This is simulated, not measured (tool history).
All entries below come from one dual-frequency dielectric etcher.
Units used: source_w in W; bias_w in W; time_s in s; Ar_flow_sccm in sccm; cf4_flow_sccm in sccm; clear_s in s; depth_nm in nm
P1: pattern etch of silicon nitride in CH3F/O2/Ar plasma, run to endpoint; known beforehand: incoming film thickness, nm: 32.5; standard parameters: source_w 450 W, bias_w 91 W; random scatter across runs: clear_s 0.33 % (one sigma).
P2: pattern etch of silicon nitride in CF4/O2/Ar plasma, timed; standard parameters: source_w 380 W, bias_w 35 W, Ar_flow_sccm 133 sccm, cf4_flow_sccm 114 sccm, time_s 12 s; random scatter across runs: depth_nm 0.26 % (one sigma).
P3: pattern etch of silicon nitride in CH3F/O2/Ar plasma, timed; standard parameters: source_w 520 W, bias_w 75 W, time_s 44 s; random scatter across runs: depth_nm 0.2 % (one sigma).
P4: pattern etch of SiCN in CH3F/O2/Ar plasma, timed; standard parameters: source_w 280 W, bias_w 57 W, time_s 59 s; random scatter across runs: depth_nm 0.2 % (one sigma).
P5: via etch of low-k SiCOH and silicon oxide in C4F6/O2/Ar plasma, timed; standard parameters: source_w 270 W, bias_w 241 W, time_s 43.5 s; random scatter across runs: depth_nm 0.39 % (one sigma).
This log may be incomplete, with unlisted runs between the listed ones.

| run | hour | process | source_w | bias_w | time_s | Ar_flow_sccm | cf4_flow_sccm | hours since the last wet clean | hours since the last source power generator calibration | hours since the last bias power generator calibration | clear_s | depth_nm |
|---|---|---|---|---|---|---|---|---|---|---|---|---|
| 1 | 3.2 | P1 | 450 | 91 |  |  |  | 197 | 2317.5 | 1913.2 | 41.177 |  |
| 2 | 9 | P3 | 520 | 75 | 63 |  |  | 202.8 | 2323.3 | 1919 |  | 50.358 |
| 3 | 12.5 | P3 | 520 | 96 | 44 |  |  | 206.3 | 2326.8 | 1922.5 |  | 38.382 |
| 4 | 19 | P1 | 450 | 91 |  |  |  | 212.8 | 2333.3 | 1929 | 41.339 |  |
| 5 | 25.8 | P4 | 280 | 57 | 36.5 |  |  | 219.6 | 2340.1 | 1935.8 |  | 11.13 |
| 6 | 30.3 | P2 | 380 | 35 | 12 | 133 | 114 | 224.1 | 2344.6 | 1940.3 |  | 16.03 |
| 7 | 36.4 | P4 | 280 | 57 | 59 |  |  | 230.2 | 2350.7 | 1946.4 |  | 18.129 |
| 8 | 42.2 | P1 | 610 | 75 |  |  |  | 236 | 2356.5 | 1952.2 | 39.216 |  |
| 9 | 49.1 | P5 | 190 | 241 | 43.5 |  |  | 242.9 | 2363.4 | 1959.1 |  | 85.373 |
| 10 | 54.3 | P1 | 450 | 120 |  |  |  | 248.1 | 2368.6 | 1964.3 | 37.59 |  |
| 11 | 60.9 | P2 | 530 | 35 | 12 | 133 | 114 | 254.7 | 2375.2 | 1970.9 |  | 21.544 |
| 12 | 65.9 | P1 | 450 | 66 |  |  |  | 259.7 | 2380.2 | 1975.9 | 46.004 |  |
| 13 | 72.4 | P1 | 630 | 91 |  |  |  | 266.2 | 2386.7 | 1982.4 | 36.258 |  |
| 14 | 78.3 | P5 | 270 | 241 | 54 |  |  | 272.1 | 2392.6 | 1988.3 |  | 121.35 |
| 15 | 84.4 | P1 | 290 | 91 |  |  |  | 278.2 | 2398.7 | 1994.4 | 48.67 |  |
| 16 | 90.1 | P1 | 450 | 91 |  |  |  | 283.9 | 2404.4 | 2000.1 | 41.392 |  |
| 17 | 94.2 | P3 | 520 | 75 | 44 |  |  | 288 | 2408.5 | 2004.2 |  | 35.264 |
| 18 | 98.7 | P5 | 270 | 241 | 43.5 |  |  | 292.5 | 2413 | 2008.7 |  | 98.234 |
| 19 | 104.2 | P2 | 380 | 35 | 12 | 172 | 114 | 298 | 2418.5 | 2014.2 |  | 15.42 |
| 20 | 109.5 | P1 | 450 | 91 |  |  |  | 303.3 | 2423.8 | 2019.5 | 41.163 |  |
| 21 | 114.6 | P3 | 330 | 75 | 44 |  |  | 308.4 | 2428.9 | 2024.6 |  | 29.526 |
| 22 | 119.6 | P4 | 350 | 57 | 59 |  |  | 313.4 | 2433.9 | 2029.6 |  | 19.615 |
| 23 | 123.1 | P1 | 450 | 91 |  |  |  | 316.9 | 2437.4 | 2033.1 | 41.135 |  |
| 24 | 126.8 | P1 | 450 | 91 |  |  |  | 320.6 | 2441.1 | 2036.8 | 41.218 |  |
| 25 | 132 | P2 | 380 | 35 | 12 | 133 | 138 | 325.8 | 2446.3 | 2042 |  | 16.439 |
| 26 | 138.2 | P5 | 270 | 163 | 43.5 |  |  | 332 | 2452.5 | 2048.2 |  | 86.13 |
| 27 | 144.6 | P5 | 270 | 241 | 43.5 |  |  | 338.4 | 2458.9 | 2054.6 |  | 97.396 |
| 28 | 147.7 | P2 | 380 | 35 | 12 | 133 | 114 | 341.5 | 2462 | 2057.7 |  | 16.102 |
| 29 | 154.1 | P1 | 550 | 125 |  |  |  | 347.9 | 2468.4 | 2064.1 | 33.957 |  |
| 30 | 159.4 | P4 | 280 | 76 | 59 |  |  | 353.2 | 2473.7 | 2069.4 |  | 19.994 |
| 31 | 163.9 | P4 | 280 | 57 | 59 |  |  | 357.7 | 2478.2 | 2073.9 |  | 18.076 |
| 32 | 169.2 | P2 | 380 | 35 | 15.5 | 133 | 114 | 363 | 2483.5 | 2079.2 |  | 20.859 |
| 33 | 174.1 | P2 | 380 | 27 | 12 | 133 | 114 | 367.9 | 2488.4 | 2084.1 |  | 14.647 |
| 34 | 178.9 | P1 | 450 | 91 |  |  |  | 372.7 | 2493.2 | 2088.9 | 41.268 |  |
| 35 | 184.8 | P1 | 450 | 91 |  |  |  | 378.6 | 2499.1 | 2094.8 | 40.974 |  |
| 36 | 191.5 | P1 | 450 | 91 |  |  |  | 385.3 | 2505.8 | 2101.5 | 40.629 |  |
| 37 | 198.2 | P1 | 450 | 91 |  |  |  | 392 | 2512.5 | 2108.2 | 40.596 |  |
|  | 201.9 | wet clean of the chamber |
| 38 | 204.9 | P1 | 450 | 91 |  |  |  | 3 | 2519.2 | 2114.9 | 40.584 |  |
| 39 | 210 | P1 | 450 | 91 |  |  |  | 8.1 | 2524.3 | 2120 | 40.535 |  |
| 40 | 213.3 | P1 | 450 | 91 |  |  |  | 11.4 | 2527.6 | 2123.3 | 40.7 |  |
| 41 | 219.5 | P1 | 450 | 91 |  |  |  | 17.6 | 2533.8 | 2129.5 | 40.545 |  |
| 42 | 223.3 | P1 | 450 | 91 |  |  |  | 21.4 | 2537.6 | 2133.3 | 40.664 |  |

Compared with where it was, what P1 gives has crept away. Each cause listed below fits the log as well as the rest, at the size given for it:
A: source power that arrives over what is set, % = 4.46
B: bias power that arrives over what is set, % = 4.67
The onset of the drift is placed at about hour 178.9.
Each remaining cause and why it is not a fit:
chamber walls in a state that raises the etch rate, %: serviced at hour 201.9, after the drift had started, without restoring the earlier output

Listed below are the offered check runs, one wafer per run, with question marks in place of results. For which of them would the causes give clearly different outcomes?
| check 1 | 227.1 | P3 | 520 | 75 | 44 |  |  |  |  |  |  | ? |
| check 2 | 227.1 | P4 | 280 | 57 | 59 |  |  |  |  |  |  | ? |
| check 3 | 227.1 | P5 | 270 | 241 | 43.5 |  |  |  |  |  |  | ? |
| check 4 | 227.1 | P2 | 380 | 35 | 12 | 133 | 114 |  |  |  |  | ? |

If the cause were each of the candidates in turn, the checks would give the following:
| check | result | if A | if B |
|---|---|---|---|
| check 1 | depth_nm | 35.865 | 35.826 |
| check 2 | depth_nm | 18.35 | 18.337 |
| check 3 | depth_nm | 99.039 | 98.957 |
| check 4 | depth_nm | 16.677 | 16.32 |
Minimum pairwise separation of causes per check, each pair taken at its best-separating result: check 1 0.11 %; check 2 0.07 %; check 3 0.08 %; check 4 2.17 %
The causes can be told apart only by check 4. The other checks would give nearly the same results under each of them.

Here is what check 4 returned: depth_nm 16.709 nm. Which cause is it?

The cause is A: source power that arrives over what is set, %.

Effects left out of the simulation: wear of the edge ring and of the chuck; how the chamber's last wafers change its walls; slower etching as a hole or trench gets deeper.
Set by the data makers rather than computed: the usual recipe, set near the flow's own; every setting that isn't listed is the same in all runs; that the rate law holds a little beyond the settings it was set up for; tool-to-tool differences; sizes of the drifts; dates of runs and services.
